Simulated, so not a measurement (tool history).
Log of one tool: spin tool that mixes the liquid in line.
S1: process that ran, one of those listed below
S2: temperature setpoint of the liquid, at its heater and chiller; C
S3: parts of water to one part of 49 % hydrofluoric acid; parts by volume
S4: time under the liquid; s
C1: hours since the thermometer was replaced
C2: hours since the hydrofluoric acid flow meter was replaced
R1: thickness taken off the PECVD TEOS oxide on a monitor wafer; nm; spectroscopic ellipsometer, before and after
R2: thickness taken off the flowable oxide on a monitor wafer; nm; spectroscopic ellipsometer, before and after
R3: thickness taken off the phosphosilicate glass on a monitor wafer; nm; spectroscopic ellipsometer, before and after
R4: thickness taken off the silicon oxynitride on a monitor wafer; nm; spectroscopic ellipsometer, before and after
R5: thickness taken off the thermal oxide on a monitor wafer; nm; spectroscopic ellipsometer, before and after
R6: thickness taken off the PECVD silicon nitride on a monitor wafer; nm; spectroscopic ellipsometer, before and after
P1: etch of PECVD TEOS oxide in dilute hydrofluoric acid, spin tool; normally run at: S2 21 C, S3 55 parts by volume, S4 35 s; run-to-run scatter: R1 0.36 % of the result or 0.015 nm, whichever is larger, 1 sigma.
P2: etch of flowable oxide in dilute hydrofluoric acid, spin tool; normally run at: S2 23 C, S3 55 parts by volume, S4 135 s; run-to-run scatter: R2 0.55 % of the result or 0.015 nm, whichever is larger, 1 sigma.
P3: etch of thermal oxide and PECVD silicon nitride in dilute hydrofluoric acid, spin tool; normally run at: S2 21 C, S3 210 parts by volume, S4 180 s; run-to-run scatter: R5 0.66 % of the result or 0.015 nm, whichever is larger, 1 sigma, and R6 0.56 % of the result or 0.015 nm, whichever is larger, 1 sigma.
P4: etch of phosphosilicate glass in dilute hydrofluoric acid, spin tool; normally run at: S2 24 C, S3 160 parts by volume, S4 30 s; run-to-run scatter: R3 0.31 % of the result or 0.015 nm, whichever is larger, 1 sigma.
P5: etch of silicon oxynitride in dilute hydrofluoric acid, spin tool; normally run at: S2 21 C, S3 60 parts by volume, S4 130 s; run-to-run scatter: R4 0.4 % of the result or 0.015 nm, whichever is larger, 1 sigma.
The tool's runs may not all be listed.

run	hour	S1	S2	S3	S4	C1	C2	R1	R2	R3	R4	R5	R6
1	12.5	P1	21	55	35	1207.2	1297.1	9.943					
2	30.1	P2	23	20	135	1224.8	1314.7		164.36				
3	43.2	P1	17	55	35	1237.9	1327.8	8.3774					
4	51.2	P4	24	160	45	1245.9	1335.8			27.413			
5	64.8	P4	24	160	30	1259.5	1349.4			18.16			
6	79.2	P1	21	55	35	1273.9	1363.8	9.9843					
7	96.2	P1	21	55	15	1290.9	1380.8	4.2789					
8	105.6	P2	17	55	135	1300.3	1390.2		44.293				
9	122.7	P2	23	55	135	1317.4	1407.3		56.838				
10	133.9	P4	24	160	30	1328.6	1418.5			18.35			
11	148.6	P5	21	60	35	1343.3	1433.2				2.4869		
12	158.9	P3	28.5	210	180	1353.6	1443.5					4.1796	6.4058
13	169.3	P1	17	55	60	1364	1453.9	14.506					
14	179.7	P5	21	60	130	1374.4	1464.3				9.2327		
15	195.1	P1	21	55	60	1389.8	1479.7	17.151					
16	209.1	P3	21	210	40	1403.8	1493.7					0.69527	0.8661
17	218.9	P1	26.5	55	35	1413.6	1503.5	12.513					
# hour 222.8: hydrofluoric acid flow meter replaced
18	228.2	P4	17.5	160	30	1422.9	5.5			14.143			
# hour 231.7: thermometer replaced
19	245.9	P1	21	85	50	14.3	23.2	8.9051					
20	257.4	P4	24	55	30	25.8	34.7			60.472			
21	270.5	P1	21	20	35	38.9	47.8	28.672					
22	284.7	P2	23	55	135	53.1	62		56.69				
23	293.5	P5	28	60	130	61.9	70.8				12.825		
24	307.5	P1	21	100	35	75.9	84.8	5.2257					
25	319.4	P5	21	60	130	87.8	96.7				9.2019		
26	332.2	P1	21	55	35	100.6	109.5	10.033					
27	347.1	P1	21	55	35	115.5	124.4	10.007					
28	359.2	P1	21	55	35	127.6	136.5	9.9254					
29	375.7	P3	21	305	180	144.1	153					2.0035	2.7618
30	388.8	P3	21	210	180	157.2	166.1					3.1826	3.9299
31	406.7	P2	23	55	200	175.1	184		85.372				
32	421.8	P3	21	210	180	190.2	199.1					3.1947	3.9504
33	436.9	P5	21	95	130	205.3	214.2				5.6462		
34	452.7	P1	21	55	35	221.1	230	10.05					
35	463.5	P1	21	55	35	231.9	240.8	10.275					
36	476.6	P1	21	55	35	245	253.9	10.606					
37	484.6	P1	21	55	35	253	261.9	10.69					
38	501.6	P1	21	55	35	270	278.9	10.831					
39	516.8	P1	21	55	35	285.2	294.1	10.898					
40	532.5	P1	21	55	35	300.9	309.8	10.912					
41	543.5	P1	21	55	35	311.9	320.8	10.973					
42	551.9	P1	21	55	35	320.3	329.2	11					
43	562.1	P1	21	55	35	330.5	339.4	11.029					
44	579.8	P1	21	55	35	348.2	357.1	11.039					

What P1 gives has crept away from where it was. These 2 causes fit the log equally well, each at the size given:
A: hydrofluoric acid flow above the setpoint (%) = 9.59
B: liquid hotter than its thermometer reads (K) = 2.35
The creep began at about hour 452.7.

4 check runs are offered, one wafer each, their results left as question marks. Which one tells the causes apart?
check 1	597.5	P5	25.5	95	130						?		
check 2	597.5	P4	18.5	60	30					?			
check 3	597.5	P2	17	20	135				?				
check 4	597.5	P3	26	210	180							?	?

What each check would give under each cause:
check	result	if A	if B
check 1	R4	7.7817	7.8594
check 2	R3	48.2	48.286
check 3	R2	139.05	140.44
check 4	R5	4.292	4.1693
check 4	R6	5.9353	6.2529
How far apart the two closest causes lie, in the result that separates them most: check 1 0.99 %; check 2 0.18 %; check 3 1 %; check 4 5.21 %
Only check 4 tells the causes apart: in the others they would give nearly the same result.

Check 4 was then run and gave: R5 4.2269 nm; R6 5.9677 nm. Which cause is it?

It is A: hydrofluoric acid flow above the setpoint (%).
